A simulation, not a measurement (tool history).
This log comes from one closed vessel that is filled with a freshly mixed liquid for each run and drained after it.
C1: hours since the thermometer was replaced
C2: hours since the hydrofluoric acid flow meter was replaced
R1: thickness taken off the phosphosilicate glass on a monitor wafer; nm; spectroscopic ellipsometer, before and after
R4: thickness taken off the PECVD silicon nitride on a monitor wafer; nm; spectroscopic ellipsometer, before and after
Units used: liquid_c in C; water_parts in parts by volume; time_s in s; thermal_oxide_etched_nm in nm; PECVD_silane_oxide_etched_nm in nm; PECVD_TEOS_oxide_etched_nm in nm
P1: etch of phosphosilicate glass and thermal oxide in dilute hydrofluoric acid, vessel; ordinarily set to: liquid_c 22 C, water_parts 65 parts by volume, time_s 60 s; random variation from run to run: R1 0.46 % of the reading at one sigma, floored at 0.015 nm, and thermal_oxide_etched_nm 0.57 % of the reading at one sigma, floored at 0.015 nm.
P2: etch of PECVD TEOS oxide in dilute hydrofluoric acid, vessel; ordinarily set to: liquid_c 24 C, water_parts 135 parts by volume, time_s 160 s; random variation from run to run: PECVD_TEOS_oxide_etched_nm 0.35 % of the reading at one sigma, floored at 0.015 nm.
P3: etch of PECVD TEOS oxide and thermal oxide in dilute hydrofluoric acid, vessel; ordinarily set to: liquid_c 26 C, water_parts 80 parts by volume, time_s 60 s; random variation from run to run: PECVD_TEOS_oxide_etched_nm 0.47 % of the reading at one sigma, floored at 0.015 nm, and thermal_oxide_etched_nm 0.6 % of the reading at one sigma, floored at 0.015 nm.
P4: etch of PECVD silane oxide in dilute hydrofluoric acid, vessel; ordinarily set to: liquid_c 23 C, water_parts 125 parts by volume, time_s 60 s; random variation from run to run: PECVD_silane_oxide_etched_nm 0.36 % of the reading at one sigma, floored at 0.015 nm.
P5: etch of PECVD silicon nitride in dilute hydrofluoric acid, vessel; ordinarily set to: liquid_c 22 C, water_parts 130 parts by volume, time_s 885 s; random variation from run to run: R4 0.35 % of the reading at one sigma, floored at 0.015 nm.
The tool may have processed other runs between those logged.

{"run": 1, "day": 0.196, "process": "P1", "liquid_c": 22, "water_parts": 65, "time_s": 60, "C1": 1868.4, "C2": 502.3, "R1": 125.41, "thermal_oxide_etched_nm": 4.0641}
{"run": 2, "day": 0.388, "process": "P4", "liquid_c": 23, "water_parts": 125, "time_s": 60, "C1": 1873, "C2": 506.9, "PECVD_silane_oxide_etched_nm": 19.246}
{"run": 3, "day": 0.617, "process": "P5", "liquid_c": 22, "water_parts": 130, "time_s": 885, "C1": 1878.5, "C2": 512.4, "R4": 12.087}
{"run": 4, "day": 0.733, "process": "P1", "liquid_c": 22, "water_parts": 65, "time_s": 60, "C1": 1881.3, "C2": 515.2, "R1": 124.84, "thermal_oxide_etched_nm": 4.0652}
{"run": 5, "day": 0.921, "process": "P1", "liquid_c": 22, "water_parts": 65, "time_s": 60, "C1": 1885.8, "C2": 519.7, "R1": 124.75, "thermal_oxide_etched_nm": 4.0859}
{"run": 6, "day": 1.088, "process": "P3", "liquid_c": 19, "water_parts": 80, "time_s": 60, "C1": 1889.8, "C2": 523.7, "thermal_oxide_etched_nm": 2.9521, "PECVD_TEOS_oxide_etched_nm": 5.2915}
{"run": 7, "day": 1.242, "process": "P2", "liquid_c": 24, "water_parts": 135, "time_s": 265, "C1": 1893.5, "C2": 527.4, "PECVD_TEOS_oxide_etched_nm": 39.183}
{"run": 8, "day": 1.388, "process": "P2", "liquid_c": 24, "water_parts": 20, "time_s": 160, "C1": 1897, "C2": 530.9, "PECVD_TEOS_oxide_etched_nm": 185.1}
{"run": 9, "day": 1.533, "process": "P4", "liquid_c": 23, "water_parts": 125, "time_s": 60, "C1": 1900.5, "C2": 534.4, "PECVD_silane_oxide_etched_nm": 19.203}
{"run": 10, "day": 1.717, "process": "P5", "liquid_c": 22, "water_parts": 190, "time_s": 885, "C1": 1904.9, "C2": 538.8, "R4": 8.2911}
{"day": 1.746, "done": "thermometer replaced"}
{"run": 11, "day": 1.883, "process": "P3", "liquid_c": 26, "water_parts": 40, "time_s": 60, "C1": 3.3, "C2": 542.8, "thermal_oxide_etched_nm": 8.227, "PECVD_TEOS_oxide_etched_nm": 14.795}
{"run": 12, "day": 2.004, "process": "P5", "liquid_c": 22, "water_parts": 130, "time_s": 480, "C1": 6.2, "C2": 545.7, "R4": 6.518}
{"run": 13, "day": 2.196, "process": "P1", "liquid_c": 22, "water_parts": 65, "time_s": 30, "C1": 10.8, "C2": 550.3, "R1": 62.587, "thermal_oxide_etched_nm": 2.0284}
{"run": 14, "day": 2.388, "process": "P5", "liquid_c": 17, "water_parts": 130, "time_s": 885, "C1": 15.4, "C2": 554.9, "R4": 8.5983}
{"run": 15, "day": 2.525, "process": "P1", "liquid_c": 22, "water_parts": 65, "time_s": 90, "C1": 18.7, "C2": 558.2, "R1": 186.41, "thermal_oxide_etched_nm": 6.1564}
{"run": 16, "day": 2.688, "process": "P1", "liquid_c": 18, "water_parts": 65, "time_s": 30, "C1": 22.6, "C2": 562.1, "R1": 52.682, "thermal_oxide_etched_nm": 1.715}
{"run": 17, "day": 2.858, "process": "P4", "liquid_c": 23, "water_parts": 125, "time_s": 120, "C1": 26.7, "C2": 566.2, "PECVD_silane_oxide_etched_nm": 38.477}
{"run": 18, "day": 3.046, "process": "P4", "liquid_c": 23, "water_parts": 200, "time_s": 60, "C1": 31.2, "C2": 570.7, "PECVD_silane_oxide_etched_nm": 11.06}
{"run": 19, "day": 3.162, "process": "P1", "liquid_c": 22, "water_parts": 65, "time_s": 60, "C1": 34, "C2": 573.5, "R1": 124.92, "thermal_oxide_etched_nm": 4.0778}
{"run": 20, "day": 3.404, "process": "P4", "liquid_c": 17, "water_parts": 125, "time_s": 60, "C1": 39.8, "C2": 579.3, "PECVD_silane_oxide_etched_nm": 15.108}
{"run": 21, "day": 3.575, "process": "P2", "liquid_c": 24, "water_parts": 135, "time_s": 160, "C1": 43.9, "C2": 583.4, "PECVD_TEOS_oxide_etched_nm": 24.003}
{"run": 22, "day": 3.725, "process": "P2", "liquid_c": 17, "water_parts": 135, "time_s": 160, "C1": 47.5, "C2": 587, "PECVD_TEOS_oxide_etched_nm": 17.976}
{"run": 23, "day": 3.925, "process": "P1", "liquid_c": 22, "water_parts": 95, "time_s": 60, "C1": 52.3, "C2": 591.8, "R1": 82.058, "thermal_oxide_etched_nm": 2.6541}
{"run": 24, "day": 4.117, "process": "P1", "liquid_c": 22, "water_parts": 40, "time_s": 60, "C1": 56.9, "C2": 596.4, "R1": 210.76, "thermal_oxide_etched_nm": 6.8278}
{"run": 25, "day": 4.317, "process": "P1", "liquid_c": 29.5, "water_parts": 65, "time_s": 60, "C1": 61.7, "C2": 601.2, "R1": 168.37, "thermal_oxide_etched_nm": 5.5056}
{"run": 26, "day": 4.442, "process": "P3", "liquid_c": 26, "water_parts": 80, "time_s": 85, "C1": 64.7, "C2": 604.2, "thermal_oxide_etched_nm": 5.5805, "PECVD_TEOS_oxide_etched_nm": 10}
{"run": 27, "day": 4.604, "process": "P1", "liquid_c": 18, "water_parts": 65, "time_s": 60, "C1": 68.6, "C2": 608.1, "R1": 106.07, "thermal_oxide_etched_nm": 3.4125}
{"run": 28, "day": 4.783, "process": "P3", "liquid_c": 26, "water_parts": 80, "time_s": 60, "C1": 72.9, "C2": 612.4, "thermal_oxide_etched_nm": 3.9739, "PECVD_TEOS_oxide_etched_nm": 7.1241}
{"run": 29, "day": 5.008, "process": "P1", "liquid_c": 22, "water_parts": 65, "time_s": 60, "C1": 78.3, "C2": 617.8, "R1": 125.04, "thermal_oxide_etched_nm": 4.0284}
{"run": 30, "day": 5.179, "process": "P1", "liquid_c": 22, "water_parts": 65, "time_s": 60, "C1": 82.4, "C2": 621.9, "R1": 121.52, "thermal_oxide_etched_nm": 3.9605}
{"run": 31, "day": 5.308, "process": "P1", "liquid_c": 22, "water_parts": 65, "time_s": 60, "C1": 85.5, "C2": 625, "R1": 119.85, "thermal_oxide_etched_nm": 3.8578}
{"run": 32, "day": 5.475, "process": "P1", "liquid_c": 22, "water_parts": 65, "time_s": 60, "C1": 89.5, "C2": 629, "R1": 119.35, "thermal_oxide_etched_nm": 3.8516}
{"run": 33, "day": 5.671, "process": "P1", "liquid_c": 22, "water_parts": 65, "time_s": 60, "C1": 94.2, "C2": 633.7, "R1": 117.11, "thermal_oxide_etched_nm": 3.7616}
{"run": 34, "day": 5.8, "process": "P1", "liquid_c": 22, "water_parts": 65, "time_s": 60, "C1": 97.3, "C2": 636.8, "R1": 116.87, "thermal_oxide_etched_nm": 3.8078}
{"run": 35, "day": 5.946, "process": "P1", "liquid_c": 22, "water_parts": 65, "time_s": 60, "C1": 100.8, "C2": 640.3, "R1": 115.42, "thermal_oxide_etched_nm": 3.7514}
{"run": 36, "day": 6.125, "process": "P1", "liquid_c": 22, "water_parts": 65, "time_s": 60, "C1": 105.1, "C2": 644.6, "R1": 115.54, "thermal_oxide_etched_nm": 3.7614}
{"run": 37, "day": 6.233, "process": "P1", "liquid_c": 22, "water_parts": 65, "time_s": 60, "C1": 107.7, "C2": 647.2, "R1": 115.15, "thermal_oxide_etched_nm": 3.767}
{"run": 38, "day": 6.429, "process": "P1", "liquid_c": 22, "water_parts": 65, "time_s": 60, "C1": 112.4, "C2": 651.9, "R1": 115.53, "thermal_oxide_etched_nm": 3.7784}

Something has made what P1 gives creep away from where it was; the 2 causes below, each at its own stated size, fit the log equally well:
A: liquid colder than its thermometer reads (K) = 1.83
B: hydrofluoric acid flow below the setpoint (%) = 6.78
Onset of the creep was near day 5.008.

Question marks stand in for the results of the 4 check runs listed below, each run on one wafer. Under which run would the listed causes show clearly different results?
{"run": "check 1", "day": 6.625, "process": "P2", "liquid_c": 18.5, "water_parts": 40, "time_s": 160, "PECVD_TEOS_oxide_etched_nm": "?"}
{"run": "check 2", "day": 6.625, "process": "P5", "liquid_c": 17.5, "water_parts": 130, "time_s": 885, "R4": "?"}
{"run": "check 3", "day": 6.625, "process": "P4", "liquid_c": 17, "water_parts": 125, "time_s": 90, "PECVD_silane_oxide_etched_nm": "?"}
{"run": "check 4", "day": 6.625, "process": "P3", "liquid_c": 21.5, "water_parts": 40, "time_s": 60, "thermal_oxide_etched_nm": "?", "PECVD_TEOS_oxide_etched_nm": "?"}

What each check would give under each cause:
check=check_1 result=PECVD_TEOS_oxide_etched_nm if_A=66.277 if_B=66.684
check=check_2 result=R4 if_A=7.8382 if_B=8.3135
check=check_3 result=PECVD_silane_oxide_etched_nm if_A=20.924 if_B=20.872
check=check_4 result=thermal_oxide_etched_nm if_A=6.3856 if_B=6.4116
check=check_4 result=PECVD_TEOS_oxide_etched_nm if_A=11.386 if_B=11.433
Distance between the nearest two causes, measured in the result of the check that separates them most: check 1 0.61 %; check 2 5.89 %; check 3 0.25 %; check 4 0.41 %
Only in check 2 would the causes give clearly different results; in the remaining checks their results would be nearly the same.

Then check 2 was run and gave: R4 7.8579 nm. Which cause is it?

It is A: liquid colder than its thermometer reads (K).

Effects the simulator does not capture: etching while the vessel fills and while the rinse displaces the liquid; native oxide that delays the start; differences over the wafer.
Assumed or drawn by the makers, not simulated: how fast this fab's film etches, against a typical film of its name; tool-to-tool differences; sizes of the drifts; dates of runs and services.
